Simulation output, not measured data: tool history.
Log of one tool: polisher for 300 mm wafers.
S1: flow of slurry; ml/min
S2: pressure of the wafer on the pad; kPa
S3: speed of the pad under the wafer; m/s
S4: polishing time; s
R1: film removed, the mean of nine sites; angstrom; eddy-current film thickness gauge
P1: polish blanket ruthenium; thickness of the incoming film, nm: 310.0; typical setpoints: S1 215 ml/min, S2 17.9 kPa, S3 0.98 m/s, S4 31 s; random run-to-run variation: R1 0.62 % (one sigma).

{"run": 1, "day": 0.312, "S1": 215, "S2": 17.9, "S3": 0.98, "S4": 31, "R1": 407.27}
{"run": 2, "day": 0.825, "S1": 300, "S2": 17.9, "S3": 0.98, "S4": 31, "R1": 422.59}
{"run": 3, "day": 1.238, "S1": 215, "S2": 22.8, "S3": 0.98, "S4": 47, "R1": 779.68}
{"day": 1.383, "done": "head pressure recalibrated"}
{"run": 4, "day": 1.738, "S1": 130, "S2": 17.9, "S3": 0.98, "S4": 31, "R1": 380.6}
{"run": 5, "day": 2.192, "S1": 215, "S2": 17.9, "S3": 0.98, "S4": 31, "R1": 407.23}
{"run": 6, "day": 2.512, "S1": 215, "S2": 28.3, "S3": 0.98, "S4": 31, "R1": 641.14}
{"run": 7, "day": 3.017, "S1": 215, "S2": 17.9, "S3": 1.5, "S4": 31, "R1": 622.58}
{"run": 8, "day": 3.492, "S1": 215, "S2": 17.9, "S3": 0.98, "S4": 31, "R1": 410.17}
{"run": 9, "day": 3.871, "S1": 215, "S2": 17.9, "S3": 0.98, "S4": 31, "R1": 411.97}
{"run": 10, "day": 4.233, "S1": 215, "S2": 17.9, "S3": 0.98, "S4": 48, "R1": 632.67}
{"run": 11, "day": 4.5, "S1": 215, "S2": 8.3, "S3": 0.98, "S4": 31, "R1": 187.37}
{"run": 12, "day": 4.762, "S1": 215, "S2": 17.9, "S3": 0.98, "S4": 14, "R1": 182.99}
{"run": 13, "day": 5.154, "S1": 215, "S2": 17.9, "S3": 0.48, "S4": 31, "R1": 200.27}
{"run": 14, "day": 5.4, "S1": 215, "S2": 17.9, "S3": 0.98, "S4": 31, "R1": 409.59}
{"run": 15, "day": 5.692, "S1": 215, "S2": 13.1, "S3": 0.98, "S4": 16, "R1": 152.07}
{"run": 16, "day": 6.025, "S1": 215, "S2": 25.5, "S3": 0.98, "S4": 45, "R1": 854.5}
{"run": 17, "day": 6.388, "S1": 215, "S2": 17.9, "S3": 0.98, "S4": 31, "R1": 408.86}

Expected results for the next run?
{"run": 18, "day": 6.779, "S1": 215, "S2": 17.9, "S3": 0.98, "S4": 31, "R1": "?"}

R1: 399.19 angstrom
